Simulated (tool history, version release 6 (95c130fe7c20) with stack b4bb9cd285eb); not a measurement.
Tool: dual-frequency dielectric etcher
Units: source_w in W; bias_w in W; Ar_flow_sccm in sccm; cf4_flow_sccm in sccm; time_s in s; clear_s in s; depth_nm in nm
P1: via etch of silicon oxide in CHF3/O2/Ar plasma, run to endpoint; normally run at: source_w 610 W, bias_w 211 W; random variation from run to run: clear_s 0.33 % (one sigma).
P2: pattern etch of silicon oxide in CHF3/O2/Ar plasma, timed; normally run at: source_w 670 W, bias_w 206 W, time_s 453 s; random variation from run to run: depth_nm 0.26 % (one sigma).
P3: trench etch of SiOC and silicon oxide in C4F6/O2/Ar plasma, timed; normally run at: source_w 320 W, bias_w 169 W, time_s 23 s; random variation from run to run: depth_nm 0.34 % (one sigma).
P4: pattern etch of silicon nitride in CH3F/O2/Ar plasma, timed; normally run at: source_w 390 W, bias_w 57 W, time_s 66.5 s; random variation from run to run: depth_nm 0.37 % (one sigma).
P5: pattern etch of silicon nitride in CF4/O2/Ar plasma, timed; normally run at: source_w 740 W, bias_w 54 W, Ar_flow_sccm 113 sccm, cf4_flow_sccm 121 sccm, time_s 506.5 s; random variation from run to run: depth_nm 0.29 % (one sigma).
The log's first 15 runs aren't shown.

Run 16, day 5.921: process P3, source_w 320 W, bias_w 169 W, time_s 31.5 s. Result: depth_nm 56.444 nm.
Run 17, day 6.179: process P1, source_w 490 W, bias_w 211 W. Result: clear_s 336.71 s.
Run 18, day 6.558: process P4, source_w 390 W, bias_w 57 W, time_s 66.5 s. Result: depth_nm 41.514 nm.
Run 19, day 6.917: process P5, source_w 960 W, bias_w 54 W, Ar_flow_sccm 113 sccm, cf4_flow_sccm 121 sccm, time_s 506.5 s. Result: depth_nm 1805.3 nm.
Run 20, day 7.183: process P1, source_w 610 W, bias_w 211 W. Result: clear_s 307.18 s.
Run 21, day 7.667: process P3, source_w 320 W, bias_w 230 W, time_s 23 s. Result: depth_nm 45.813 nm.
Run 22, day 7.942: process P2, source_w 910 W, bias_w 206 W, time_s 453 s. Result: depth_nm 1076 nm.
Run 23, day 8.279: process P4, source_w 390 W, bias_w 47 W, time_s 66.5 s. Result: depth_nm 38.99 nm.
Run 24, day 8.779: process P1, source_w 770 W, bias_w 254 W. Result: clear_s 264.7 s.
Run 25, day 9.242: process P3, source_w 430 W, bias_w 169 W, time_s 23 s. Result: depth_nm 46.672 nm.
Run 26, day 9.608: process P5, source_w 740 W, bias_w 54 W, Ar_flow_sccm 147 sccm, cf4_flow_sccm 121 sccm, time_s 506.5 s. Result: depth_nm 1380.4 nm.
Run 27, day 10.042: process P5, source_w 740 W, bias_w 54 W, Ar_flow_sccm 113 sccm, cf4_flow_sccm 121 sccm, time_s 506.5 s. Result: depth_nm 1429.3 nm.
Run 28, day 10.558: process P1, source_w 440 W, bias_w 153 W. Result: clear_s 387.88 s.
Run 29, day 10.829: process P2, source_w 670 W, bias_w 206 W, time_s 250.5 s. Result: depth_nm 529.64 nm.
Run 30, day 11.204: process P1, source_w 610 W, bias_w 211 W. Result: clear_s 306.73 s.
Run 31, day 11.446: process P3, source_w 320 W, bias_w 169 W, time_s 23 s. Result: depth_nm 41.569 nm.
Run 32, day 11.921: process P1, source_w 750 W, bias_w 211 W. Result: clear_s 285.36 s.
Run 33, day 12.308: process P1, source_w 610 W, bias_w 211 W. Result: clear_s 309.94 s.

Run 34 comes next. What will it give?
Run 34, day 12.758: process P1, source_w 610 W, bias_w 211 W. Result: clear_s ?.

Run 34 gave clear_s 305.08 s.
